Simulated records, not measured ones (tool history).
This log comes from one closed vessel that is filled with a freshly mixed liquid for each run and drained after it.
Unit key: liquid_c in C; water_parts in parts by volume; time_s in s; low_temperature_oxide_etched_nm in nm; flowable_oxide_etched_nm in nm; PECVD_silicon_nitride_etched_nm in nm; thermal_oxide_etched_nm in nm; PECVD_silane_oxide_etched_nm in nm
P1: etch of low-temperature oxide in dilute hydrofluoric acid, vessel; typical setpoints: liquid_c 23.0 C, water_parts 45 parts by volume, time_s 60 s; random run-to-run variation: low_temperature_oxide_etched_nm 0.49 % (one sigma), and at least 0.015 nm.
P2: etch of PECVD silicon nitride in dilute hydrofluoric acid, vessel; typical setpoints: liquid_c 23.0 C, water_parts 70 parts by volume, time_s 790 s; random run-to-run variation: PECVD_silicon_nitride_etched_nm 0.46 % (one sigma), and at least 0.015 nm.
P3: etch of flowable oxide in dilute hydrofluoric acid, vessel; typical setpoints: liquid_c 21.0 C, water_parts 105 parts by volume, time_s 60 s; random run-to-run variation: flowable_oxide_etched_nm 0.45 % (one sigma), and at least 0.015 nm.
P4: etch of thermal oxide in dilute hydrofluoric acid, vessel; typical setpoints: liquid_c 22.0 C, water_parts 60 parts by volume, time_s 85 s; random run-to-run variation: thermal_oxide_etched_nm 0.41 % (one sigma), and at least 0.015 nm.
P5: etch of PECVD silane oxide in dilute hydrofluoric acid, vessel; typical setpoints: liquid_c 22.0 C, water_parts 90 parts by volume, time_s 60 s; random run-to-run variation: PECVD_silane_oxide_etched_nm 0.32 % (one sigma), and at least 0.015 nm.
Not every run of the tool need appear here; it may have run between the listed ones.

run   hour  process  liquid_c  water_parts  time_s  hours since the thermometer was replaced  hours since the hydrofluoric acid flow meter was replaced  low_temperature_oxide_etched_nm  flowable_oxide_etched_nm  PECVD_silicon_nitride_etched_nm  thermal_oxide_etched_nm  PECVD_silane_oxide_etched_nm
  1    8.9       P1      23.0           45      60                                     459.0                                                     1295.8                           39.973
  2   18.3       P3      21.0          105      60                                     468.4                                                     1305.2                                                    13.7120
  3   27.2       P1      23.0           45     115                                     477.3                                                     1314.1                           76.963
  4   39.7       P3      21.0          185      60                                     489.8                                                     1326.6                                                     7.1696
  5   48.1       P1      17.0           45      60                                     498.2                                                     1335.0                           31.108
  6   57.8       P3      17.0          105      60                                     507.9                                                     1344.7                                                    11.7230
  7   66.0       P2      23.0           70     340                                     516.1                                                     1352.9                                                                                      17.268
  8   77.5       P4      22.0           60      85                                     527.6                                                     1364.4                                                                                                               6.7059
  9   84.6       P4      22.0           35      85                                     534.7                                                     1371.5                                                                                                              11.9790
 10   90.6       P5      22.0           90      60                                     540.7                                                     1377.5                                                                                                                                             18.308
 11   96.8       P5      30.0           90      60                                     546.9                                                     1383.7                                                                                                                                             25.095
     102.5  -- hydrofluoric acid flow meter replaced
 12  107.3       P1      17.0           45      85                                     557.4                                                        4.8                           44.186
 13  113.9       P1      23.0           45      30                                     564.0                                                       11.4                           20.106
 14  125.1       P1      23.0           45      60                                     575.2                                                       22.6                           40.151
 15  136.6       P3      21.0          105      30                                     586.7                                                       34.1                                                     6.8814
 16  149.2       P1      23.0           45      60                                     599.3                                                       46.7                           40.271
 17  157.3       P1      23.0           25      60                                     607.4                                                       54.8                           74.003
 18  165.4       P5      22.0           90     110                                     615.5                                                       62.9                                                                                                                                             33.684
 19  174.0       P1      23.0           45      60                                     624.1                                                       71.5                           40.145
 20  182.6       P5      22.0           45      60                                     632.7                                                       80.1                                                                                                                                             38.833
 21  192.8       P2      29.0           70     790                                     642.9                                                       90.3                                                                                      59.586
 22  201.7       P1      19.0           75      60                                     651.8                                                       99.2                           19.652
 23  213.2       P4      17.0           60      85                                     663.3                                                      110.7                                                                                                               5.4646
 24  223.7       P2      23.0           40     790                                     673.8                                                      121.2                                                                                      69.097
 25  230.8       P1      29.5           45      60                                     680.9                                                      128.3                           52.150
 26  240.8       P2      23.0           70     790                                     690.9                                                      138.3                                                                                      40.115
 27  247.3       P4      22.0           60     165                                     697.4                                                      144.8                                                                                                              13.1790
 28  253.8       P1      23.0           65      60                                     703.9                                                      151.3                           27.020
 29  260.1       P5      22.0           90      60                                     710.2                                                      157.6                                                                                                                                             18.275
 30  267.0       P1      23.0           45      60                                     717.1                                                      164.5                           40.078
 31  279.7       P1      23.0           45      60                                     729.8                                                      177.2                           38.484
 32  286.6       P1      23.0           45      60                                     736.7                                                      184.1                           37.805
 33  293.7       P1      23.0           45      60                                     743.8                                                      191.2                           37.268
 34  303.8       P1      23.0           45      60                                     753.9                                                      201.3                           36.819
 35  312.1       P1      23.0           45      60                                     762.2                                                      209.6                           36.776
 36  319.9       P1      23.0           45      60                                     770.0                                                      217.4                           36.882
 37  328.8       P1      23.0           45      60                                     778.9                                                      226.3                           36.429
 38  341.0       P1      23.0           45      60                                     791.1                                                      238.5                           36.414

What P1 gives has crept away from where it was. These 2 causes fit the log equally well, each at the size given:
A: liquid colder than its thermometer reads (K) = 2.23
B: hydrofluoric acid flow below the setpoint (%) = 8.43
The drift started at roughly hour 267.0.

Of the 4 check runs listed below, each run on one wafer and each result written as a question mark, which would let you distinguish the listed causes because they would give clearly different results?
check 1  353.2       P2      23.0           70     790                                                                                                                                                                                                ?
check 2  353.2       P5      22.0           90      60                                                                                                                                                                                                                                                       ?
check 3  353.2       P3      21.0          105      60                                                                                                                                                               ?
check 4  353.2       P4      22.0           60      85                                                                                                                                                                                                                         ?

How each check would come out, cause by cause:
  check                           result     if A     if B
check 1  PECVD_silicon_nitride_etched_nm   34.600   36.924
check 2     PECVD_silane_oxide_etched_nm   16.712   16.605
check 3         flowable_oxide_etched_nm  12.5650  12.4690
check 4          thermal_oxide_etched_nm   6.1557   6.1466
Per-check spread between the two closest causes, in the result where they differ most: check 1 6.5 %; check 2 0.64 %; check 3 0.76 %; check 4 0.15 %
Check 1 is the one run that separates the causes; every other check would come out nearly the same whichever cause is at work.

After running check 1, the following was obtained: PECVD_silicon_nitride_etched_nm 34.500 nm. Which cause does this point to?

It is A: liquid colder than its thermometer reads (K).

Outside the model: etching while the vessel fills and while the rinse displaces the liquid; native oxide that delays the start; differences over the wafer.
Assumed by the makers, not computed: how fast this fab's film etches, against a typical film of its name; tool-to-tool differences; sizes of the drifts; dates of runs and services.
